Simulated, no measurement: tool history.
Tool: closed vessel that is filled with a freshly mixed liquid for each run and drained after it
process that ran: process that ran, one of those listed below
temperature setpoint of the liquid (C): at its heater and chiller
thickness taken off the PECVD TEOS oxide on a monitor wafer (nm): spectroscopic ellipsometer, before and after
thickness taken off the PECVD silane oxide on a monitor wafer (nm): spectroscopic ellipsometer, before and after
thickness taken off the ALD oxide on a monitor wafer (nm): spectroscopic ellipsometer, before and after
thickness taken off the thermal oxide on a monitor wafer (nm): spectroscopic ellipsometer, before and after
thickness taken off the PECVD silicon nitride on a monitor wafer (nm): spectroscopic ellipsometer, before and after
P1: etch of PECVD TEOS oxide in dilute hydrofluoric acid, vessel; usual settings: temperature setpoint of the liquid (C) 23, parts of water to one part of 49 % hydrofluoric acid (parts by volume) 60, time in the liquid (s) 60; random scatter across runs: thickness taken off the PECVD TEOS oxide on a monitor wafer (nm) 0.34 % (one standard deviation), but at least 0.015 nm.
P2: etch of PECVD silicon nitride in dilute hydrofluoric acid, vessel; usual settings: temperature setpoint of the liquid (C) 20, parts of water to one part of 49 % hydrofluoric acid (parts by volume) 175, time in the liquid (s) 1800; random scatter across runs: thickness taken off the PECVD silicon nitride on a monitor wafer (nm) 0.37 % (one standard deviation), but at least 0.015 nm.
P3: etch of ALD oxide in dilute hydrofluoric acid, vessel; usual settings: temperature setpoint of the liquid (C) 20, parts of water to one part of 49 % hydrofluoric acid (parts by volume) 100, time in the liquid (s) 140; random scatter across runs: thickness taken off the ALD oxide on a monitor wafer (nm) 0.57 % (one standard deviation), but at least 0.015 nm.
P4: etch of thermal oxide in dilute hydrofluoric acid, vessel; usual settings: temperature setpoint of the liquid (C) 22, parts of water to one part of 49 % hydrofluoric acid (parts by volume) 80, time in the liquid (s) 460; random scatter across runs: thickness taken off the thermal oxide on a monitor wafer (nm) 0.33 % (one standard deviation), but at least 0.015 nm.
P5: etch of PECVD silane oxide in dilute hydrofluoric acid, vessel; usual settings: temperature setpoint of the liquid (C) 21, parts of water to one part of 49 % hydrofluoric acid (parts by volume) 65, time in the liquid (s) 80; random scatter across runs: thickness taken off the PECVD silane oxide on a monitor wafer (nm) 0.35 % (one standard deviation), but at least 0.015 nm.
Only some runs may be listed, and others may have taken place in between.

run   hour  process that ran  temperature setpoint of the liquid (C)  parts of water to one part of 49 % hydrofluoric acid (parts by volume)  time in the liquid (s)  thickness taken off the PECVD TEOS oxide on a monitor wafer (nm)  thickness taken off the PECVD silane oxide on a monitor wafer (nm)  thickness taken off the ALD oxide on a monitor wafer (nm)  thickness taken off the thermal oxide on a monitor wafer (nm)  thickness taken off the PECVD silicon nitride on a monitor wafer (nm)
  1    4.2                P1                                      23                                                                      60                      60                                                            17.561
  2   10.6                P1                                      23                                                                      60                      60                                                            17.736
  3   18.5                P1                                      23                                                                      90                      60                                                            11.336
  4   25.1                P5                                      21                                                                      65                      80                                                                                                                                 23.45
  5   29.7                P3                                      20                                                                     100                     140                                                                                                                                                                                           18.876
  6   36.7                P3                                      20                                                                     100                      30                                                                                                                                                                                           4.0686
  7   45.1                P3                                      20                                                                     100                     140                                                                                                                                                                                           18.701
  8     53                P5                                    25.5                                                                      65                      80                                                                                                                                28.287
  9   59.4                P1                                      23                                                                      20                      60                                                            56.003
 10   67.9                P4                                      28                                                                      80                     460                                                                                                                                                                                                                                                          31.617
 11   74.2                P1                                      27                                                                      60                      60                                                            20.847
 12   80.3                P2                                      20                                                                     175                    1800                                                                                                                                                                                                                                                                                                                                 26.098
 13   84.4                P5                                      21                                                                      65                      80                                                                                                                                23.526
 14   93.2                P1                                      17                                                                      60                      60                                                            13.885
 15  101.6                P1                                      23                                                                      60                      60                                                            17.693
 16  109.8                P3                                      17                                                                     100                     140                                                                                                                                                                                           16.428
 17  115.2                P1                                      23                                                                      60                      30                                                            8.8189
 18  122.6                P5                                      21                                                                      30                      80                                                                                                                                 53.29
 19    127                P4                                      22                                                                      80                     460                                                                                                                                                                                                                                                          24.842
 20  132.9                P2                                      20                                                                     175                     665                                                                                                                                                                                                                                                                                                                                 9.6678
 21  137.5                P2                                      20                                                                     175                    1800                                                                                                                                                                                                                                                                                                                                 26.237
 22  143.4                P1                                      23                                                                      60                      95                                                            28.093
 23  151.2                P1                                      23                                                                      60                      60                                                            17.786
 24  159.4                P4                                      22                                                                      80                     820                                                                                                                                                                                                                                                          44.343
 25  167.7                P5                                      21                                                                      65                     135                                                                                                                                39.867
 26  174.4                P3                                      20                                                                     170                     140                                                                                                                                                                                           10.274
 27  178.4                P2                                      20                                                                     100                    1800                                                                                                                                                                                                                                                                                                                                  45.25
 28    186                P1                                      17                                                                     100                      60                                                            7.9133
 29  192.5                P2                                      27                                                                     175                    1800                                                                                                                                                                                                                                                                                                                                  40.98
 30  196.7                P4                                      22                                                                     125                     460                                                                                                                                                                                                                                                          15.125
 31  201.2                P1                                      23                                                                      60                      60                                                            17.818
 32  206.8                P1                                      23                                                                      60                      60                                                            18.258
 33  210.7                P1                                      23                                                                      60                      60                                                            18.366
 34  219.3                P1                                      23                                                                      60                      60                                                             18.74
 35  224.8                P1                                      23                                                                      60                      60                                                             18.66
 36  231.1                P1                                      23                                                                      60                      60                                                            18.781
 37    237                P1                                      23                                                                      60                      60                                                            18.698
 38  241.9                P1                                      23                                                                      60                      60                                                            18.907

What P1 gives has crept off from where it sat before. The 2 causes that follow fit the log equally well, each at the size noted:
A: liquid hotter than its thermometer reads (K) = 1.55
B: hydrofluoric acid flow above the setpoint (%) = 6.05
The creep began at about hour 201.2.

Each of the 4 check runs below uses one wafer; its results are left as question marks. Which run tells the causes apart?
check 1  246.8                P5                                      21                                                                      65                      80                                                                                                                                     ?
check 2  246.8                P2                                      20                                                                     175                    1800                                                                                                                                                                                                                                                                                                                                      ?
check 3  246.8                P3                                      20                                                                     100                     140                                                                                                                                                                                                ?
check 4  246.8                P4                                      22                                                                      80                     460                                                                                                                                                                                                                                                               ?

Expected result of each check under each candidate cause:
  check                                                                 result    if A    if B
check 1     thickness taken off the PECVD silane oxide on a monitor wafer (nm)  25.136  25.112
check 2  thickness taken off the PECVD silicon nitride on a monitor wafer (nm)  28.982  27.713
check 3              thickness taken off the ALD oxide on a monitor wafer (nm)  20.028  20.065
check 4          thickness taken off the thermal oxide on a monitor wafer (nm)  26.453  26.485
Smallest distance between any two causes, each pair judged by its most separating result, in per cent: check 1 0.1 %; check 2 4.48 %; check 3 0.19 %; check 4 0.12 %
Of the check runs offered, only check 2 discriminates between the causes; the rest would read about the same regardless of which cause applies.

Here is what check 2 returned: thickness taken off the PECVD silicon nitride on a monitor wafer (nm) 29. Which cause is it?

It is A: liquid hotter than its thermometer reads (K).
